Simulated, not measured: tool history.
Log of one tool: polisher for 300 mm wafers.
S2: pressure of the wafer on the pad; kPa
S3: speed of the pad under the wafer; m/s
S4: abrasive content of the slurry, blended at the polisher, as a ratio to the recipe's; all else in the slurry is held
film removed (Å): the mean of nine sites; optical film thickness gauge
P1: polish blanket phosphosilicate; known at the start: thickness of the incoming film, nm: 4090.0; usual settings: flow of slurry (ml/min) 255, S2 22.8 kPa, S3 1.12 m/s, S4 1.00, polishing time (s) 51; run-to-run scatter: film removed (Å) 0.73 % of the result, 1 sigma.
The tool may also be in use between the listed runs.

{"run": 1, "hour": 3.2, "flow of slurry (ml/min)": 255, "S2": 22.8, "S3": 1.12, "S4": 1.0, "polishing time (s)": 51, "film removed (Å)": 4515.6}
{"run": 2, "hour": 6.4, "flow of slurry (ml/min)": 255, "S2": 22.8, "S3": 1.12, "S4": 1.0, "polishing time (s)": 51, "film removed (Å)": 4507.5}
{"run": 3, "hour": 9.2, "flow of slurry (ml/min)": 255, "S2": 22.8, "S3": 1.12, "S4": 1.5, "polishing time (s)": 51, "film removed (Å)": 5317.4}
{"run": 4, "hour": 14.0, "flow of slurry (ml/min)": 255, "S2": 22.8, "S3": 1.12, "S4": 1.0, "polishing time (s)": 51, "film removed (Å)": 4467.1}
{"run": 5, "hour": 18.7, "flow of slurry (ml/min)": 255, "S2": 22.8, "S3": 1.12, "S4": 1.0, "polishing time (s)": 51, "film removed (Å)": 4561.1}
{"run": 6, "hour": 23.4, "flow of slurry (ml/min)": 255, "S2": 22.8, "S3": 0.52, "S4": 1.0, "polishing time (s)": 51, "film removed (Å)": 2442.1}
{"run": 7, "hour": 27.6, "flow of slurry (ml/min)": 330, "S2": 22.8, "S3": 1.12, "S4": 1.0, "polishing time (s)": 51, "film removed (Å)": 4571.7}
{"hour": 31.5, "done": "slurry nozzle cleaned"}
{"run": 8, "hour": 31.9, "flow of slurry (ml/min)": 255, "S2": 22.8, "S3": 1.12, "S4": 1.0, "polishing time (s)": 51, "film removed (Å)": 4560.8}
{"run": 9, "hour": 34.4, "flow of slurry (ml/min)": 255, "S2": 22.8, "S3": 1.12, "S4": 1.0, "polishing time (s)": 78, "film removed (Å)": 6866.9}
{"run": 10, "hour": 37.5, "flow of slurry (ml/min)": 255, "S2": 14.5, "S3": 0.74, "S4": 1.0, "polishing time (s)": 51, "film removed (Å)": 2069.3}
{"run": 11, "hour": 40.1, "flow of slurry (ml/min)": 255, "S2": 22.8, "S3": 1.74, "S4": 1.0, "polishing time (s)": 51, "film removed (Å)": 6449.6}
{"run": 12, "hour": 44.1, "flow of slurry (ml/min)": 255, "S2": 35.9, "S3": 1.12, "S4": 1.0, "polishing time (s)": 51, "film removed (Å)": 7136.0}
{"run": 13, "hour": 48.8, "flow of slurry (ml/min)": 255, "S2": 22.8, "S3": 1.12, "S4": 0.75, "polishing time (s)": 51, "film removed (Å)": 3917.4}
{"run": 14, "hour": 51.7, "flow of slurry (ml/min)": 255, "S2": 13.8, "S3": 1.12, "S4": 1.0, "polishing time (s)": 51, "film removed (Å)": 2728.4}
{"run": 15, "hour": 55.0, "flow of slurry (ml/min)": 180, "S2": 22.8, "S3": 1.12, "S4": 1.0, "polishing time (s)": 51, "film removed (Å)": 4262.3}
{"run": 16, "hour": 58.2, "flow of slurry (ml/min)": 255, "S2": 22.8, "S3": 1.12, "S4": 1.0, "polishing time (s)": 38, "film removed (Å)": 3406.5}
{"run": 17, "hour": 60.4, "flow of slurry (ml/min)": 255, "S2": 22.8, "S3": 1.12, "S4": 1.0, "polishing time (s)": 51, "film removed (Å)": 4527.5}
{"run": 18, "hour": 63.7, "flow of slurry (ml/min)": 255, "S2": 22.8, "S3": 1.12, "S4": 1.0, "polishing time (s)": 51, "film removed (Å)": 4314.5}
{"run": 19, "hour": 68.2, "flow of slurry (ml/min)": 255, "S2": 22.8, "S3": 1.12, "S4": 1.0, "polishing time (s)": 51, "film removed (Å)": 4118.3}

Forecast run 20:
{"run": 20, "hour": 72.7, "flow of slurry (ml/min)": 255, "S2": 22.8, "S3": 1.12, "S4": 1.0, "polishing time (s)": 51, "film removed (Å)": "?"}

film removed (Å): 4076.2

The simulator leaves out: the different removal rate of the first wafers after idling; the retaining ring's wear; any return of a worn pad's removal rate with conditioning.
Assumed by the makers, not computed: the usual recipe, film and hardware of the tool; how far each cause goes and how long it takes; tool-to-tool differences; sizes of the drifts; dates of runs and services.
